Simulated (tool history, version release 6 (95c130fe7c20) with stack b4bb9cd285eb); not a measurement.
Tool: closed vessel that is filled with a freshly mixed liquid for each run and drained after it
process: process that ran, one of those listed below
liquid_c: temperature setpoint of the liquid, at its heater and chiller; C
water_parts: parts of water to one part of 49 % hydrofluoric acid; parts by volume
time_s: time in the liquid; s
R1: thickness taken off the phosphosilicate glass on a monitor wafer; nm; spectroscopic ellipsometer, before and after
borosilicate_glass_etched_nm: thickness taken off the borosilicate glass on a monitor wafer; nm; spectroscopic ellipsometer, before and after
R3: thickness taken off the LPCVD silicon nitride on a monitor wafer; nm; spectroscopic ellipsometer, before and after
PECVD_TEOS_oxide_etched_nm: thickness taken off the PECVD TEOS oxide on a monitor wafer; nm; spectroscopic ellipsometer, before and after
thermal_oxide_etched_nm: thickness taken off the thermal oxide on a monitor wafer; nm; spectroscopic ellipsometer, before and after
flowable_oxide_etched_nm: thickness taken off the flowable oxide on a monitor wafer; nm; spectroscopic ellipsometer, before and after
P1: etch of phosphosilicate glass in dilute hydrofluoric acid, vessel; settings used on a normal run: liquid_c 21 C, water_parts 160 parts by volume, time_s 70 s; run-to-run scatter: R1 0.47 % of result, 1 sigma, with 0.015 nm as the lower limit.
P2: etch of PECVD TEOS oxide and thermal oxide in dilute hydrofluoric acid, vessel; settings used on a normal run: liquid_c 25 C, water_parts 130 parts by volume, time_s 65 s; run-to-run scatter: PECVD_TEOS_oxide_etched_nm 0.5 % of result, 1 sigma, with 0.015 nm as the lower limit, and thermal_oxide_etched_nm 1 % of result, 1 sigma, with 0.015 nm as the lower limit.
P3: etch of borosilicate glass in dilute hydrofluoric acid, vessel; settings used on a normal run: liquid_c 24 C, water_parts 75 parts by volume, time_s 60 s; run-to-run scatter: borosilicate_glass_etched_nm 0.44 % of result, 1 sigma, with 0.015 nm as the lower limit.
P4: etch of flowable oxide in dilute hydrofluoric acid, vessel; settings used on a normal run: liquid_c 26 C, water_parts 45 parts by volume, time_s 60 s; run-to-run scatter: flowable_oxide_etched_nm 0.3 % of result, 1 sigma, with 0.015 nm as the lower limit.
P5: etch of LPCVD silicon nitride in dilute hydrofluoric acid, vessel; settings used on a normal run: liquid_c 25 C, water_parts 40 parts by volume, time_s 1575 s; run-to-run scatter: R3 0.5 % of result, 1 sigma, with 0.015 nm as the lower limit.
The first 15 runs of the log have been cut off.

run 16 hour=129.1 | process=P1 liquid_c=21 water_parts=160 time_s=130 | R1=75.939
run 17 hour=138.9 | process=P1 liquid_c=21 water_parts=100 time_s=70 | R1=69.672
run 18 hour=148.6 | process=P1 liquid_c=27.5 water_parts=80 time_s=70 | R1=114.95
run 19 hour=156.5 | process=P1 liquid_c=17 water_parts=160 time_s=70 | R1=34.745
run 20 hour=164.9 | process=P3 liquid_c=24 water_parts=75 time_s=115 | borosilicate_glass_etched_nm=26.757
run 21 hour=173.1 | process=P4 liquid_c=31.5 water_parts=45 time_s=60 | flowable_oxide_etched_nm=70.114
run 22 hour=180.6 | process=P2 liquid_c=19 water_parts=130 time_s=65 | PECVD_TEOS_oxide_etched_nm=6.1357 thermal_oxide_etched_nm=1.9208
run 23 hour=187.1 | process=P4 liquid_c=26 water_parts=65 time_s=60 | flowable_oxide_etched_nm=37.8
run 24 hour=193.5 | process=P2 liquid_c=25 water_parts=130 time_s=30 | PECVD_TEOS_oxide_etched_nm=3.6181 thermal_oxide_etched_nm=1.0491
run 25 hour=203.7 | process=P1 liquid_c=21 water_parts=160 time_s=70 | R1=40.981
run 26 hour=209.6 | process=P2 liquid_c=25 water_parts=130 time_s=65 | PECVD_TEOS_oxide_etched_nm=7.9246 thermal_oxide_etched_nm=2.3401
run 27 hour=220.2 | process=P4 liquid_c=26 water_parts=45 time_s=60 | flowable_oxide_etched_nm=56.532
run 28 hour=225.4 | process=P1 liquid_c=21 water_parts=160 time_s=70 | R1=41.009
run 29 hour=234.4 | process=P4 liquid_c=26 water_parts=45 time_s=85 | flowable_oxide_etched_nm=80.058
run 30 hour=240.1 | process=P2 liquid_c=25 water_parts=130 time_s=65 | PECVD_TEOS_oxide_etched_nm=7.8035 thermal_oxide_etched_nm=2.3517
run 31 hour=247.7 | process=P5 liquid_c=25 water_parts=40 time_s=2970 | R3=39.71
run 32 hour=255.3 | process=P1 liquid_c=25 water_parts=160 time_s=30 | R1=20.441
run 33 hour=263 | process=P4 liquid_c=26 water_parts=45 time_s=60 | flowable_oxide_etched_nm=56.278
run 34 hour=272.7 | process=P1 liquid_c=21 water_parts=160 time_s=30 | R1=17.42
run 35 hour=279.6 | process=P1 liquid_c=21 water_parts=160 time_s=70 | R1=40.625
run 36 hour=287.7 | process=P1 liquid_c=21 water_parts=160 time_s=70 | R1=41.975
run 37 hour=293.4 | process=P1 liquid_c=21 water_parts=160 time_s=70 | R1=42.479
run 38 hour=304.3 | process=P1 liquid_c=21 water_parts=160 time_s=70 | R1=42.958

What will run 39 give?
run 39 hour=310.3 | process=P1 liquid_c=21 water_parts=160 time_s=70 | R1=?

Run 39 produced R1 43.2 nm.
